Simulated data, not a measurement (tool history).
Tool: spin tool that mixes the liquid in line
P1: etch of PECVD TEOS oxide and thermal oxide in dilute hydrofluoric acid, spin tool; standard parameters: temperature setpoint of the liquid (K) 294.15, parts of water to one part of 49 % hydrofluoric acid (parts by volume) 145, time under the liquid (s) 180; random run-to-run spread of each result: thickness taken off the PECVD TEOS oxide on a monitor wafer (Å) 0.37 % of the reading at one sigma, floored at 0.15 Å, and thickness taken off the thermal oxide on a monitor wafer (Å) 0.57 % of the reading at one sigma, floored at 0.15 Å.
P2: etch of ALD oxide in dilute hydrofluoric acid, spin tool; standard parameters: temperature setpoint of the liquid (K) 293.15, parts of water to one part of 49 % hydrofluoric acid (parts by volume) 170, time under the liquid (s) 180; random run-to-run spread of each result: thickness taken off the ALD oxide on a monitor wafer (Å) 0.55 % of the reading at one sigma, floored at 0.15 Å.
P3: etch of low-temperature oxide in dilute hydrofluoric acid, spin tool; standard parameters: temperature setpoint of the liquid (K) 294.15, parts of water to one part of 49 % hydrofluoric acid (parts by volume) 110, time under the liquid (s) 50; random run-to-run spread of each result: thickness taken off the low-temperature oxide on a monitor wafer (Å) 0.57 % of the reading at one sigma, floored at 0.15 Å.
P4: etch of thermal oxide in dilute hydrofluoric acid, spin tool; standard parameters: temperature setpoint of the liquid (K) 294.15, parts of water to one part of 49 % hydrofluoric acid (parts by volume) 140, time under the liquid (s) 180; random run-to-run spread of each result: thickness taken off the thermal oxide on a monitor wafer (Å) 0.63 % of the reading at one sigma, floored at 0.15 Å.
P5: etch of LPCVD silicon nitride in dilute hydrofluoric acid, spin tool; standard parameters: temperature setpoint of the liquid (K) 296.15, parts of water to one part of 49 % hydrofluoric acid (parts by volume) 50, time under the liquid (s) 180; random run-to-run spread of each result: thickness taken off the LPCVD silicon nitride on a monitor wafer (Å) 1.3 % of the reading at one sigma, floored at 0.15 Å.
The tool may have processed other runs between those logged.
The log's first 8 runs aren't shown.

| run | hour | process that ran | temperature setpoint of the liquid (K) | parts of water to one part of 49 % hydrofluoric acid (parts by volume) | time under the liquid (s) | thickness taken off the PECVD TEOS oxide on a monitor wafer (Å) | thickness taken off the thermal oxide on a monitor wafer (Å) | thickness taken off the ALD oxide on a monitor wafer (Å) | thickness taken off the LPCVD silicon nitride on a monitor wafer (Å) | thickness taken off the low-temperature oxide on a monitor wafer (Å) |
|---|---|---|---|---|---|---|---|---|---|---|
| 9 | 101.2 | P5 | 296.15 | 90 | 180 |  |  |  | 8.7703 |  |
| 10 | 111.5 | P1 | 294.15 | 145 | 180 | 121.110 | 50.9250 |  |  |  |
| 11 | 129.4 | P1 | 290.15 | 145 | 180 | 103.090 | 43.7570 |  |  |  |
| 12 | 137.9 | P1 | 294.15 | 145 | 180 | 120.900 | 50.9720 |  |  |  |
| 13 | 151.9 | P1 | 290.15 | 35 | 180 | 478.670 | 202.3100 |  |  |  |
| 14 | 164.0 | P4 | 294.15 | 140 | 180 |  | 49.9120 |  |  |  |
| 15 | 181.6 | P4 | 294.15 | 60 | 180 |  | 127.5900 |  |  |  |
| 16 | 191.7 | P4 | 294.15 | 140 | 180 |  | 49.7330 |  |  |  |
| 17 | 206.5 | P3 | 302.65 | 110 | 50 |  |  |  |  | 89.578 |
| 18 | 223.3 | P2 | 293.15 | 270 | 180 |  |  | 120.00 |  |  |
| 19 | 233.4 | P2 | 293.15 | 170 | 180 |  |  | 212.18 |  |  |
| 20 | 251.4 | P1 | 294.15 | 145 | 180 | 121.000 | 51.0920 |  |  |  |
| 21 | 260.0 | P3 | 294.15 | 110 | 50 |  |  |  |  | 64.775 |
| 22 | 271.1 | P5 | 296.15 | 50 | 315 |  |  |  | 27.2340 |  |
| 23 | 289.4 | P3 | 294.15 | 110 | 15 |  |  |  |  | 19.103 |
| 24 | 303.2 | P5 | 296.15 | 50 | 180 |  |  |  | 15.3940 |  |
| 25 | 319.4 | P4 | 290.15 | 140 | 180 |  | 42.2190 |  |  |  |
| 26 | 330.7 | P1 | 294.15 | 145 | 50 | 33.724 | 14.0960 |  |  |  |
| 27 | 340.3 | P1 | 294.15 | 145 | 285 | 190.750 | 79.9500 |  |  |  |
| 28 | 355.3 | P3 | 294.15 | 45 | 50 |  |  |  |  | 169.360 |
| 29 | 369.9 | P1 | 294.15 | 90 | 180 | 206.890 | 86.6110 |  |  |  |
| 30 | 384.2 | P5 | 296.15 | 50 | 180 |  |  |  | 15.5430 |  |

Run 31 has not been measured yet. What should we expect?
| 31 | 403.3 | P5 | 300.15 | 50 | 180 |  |  |  | ? |  |

{"run 31": {"thickness taken off the LPCVD silicon nitride on a monitor wafer (Å)": 20.136}}

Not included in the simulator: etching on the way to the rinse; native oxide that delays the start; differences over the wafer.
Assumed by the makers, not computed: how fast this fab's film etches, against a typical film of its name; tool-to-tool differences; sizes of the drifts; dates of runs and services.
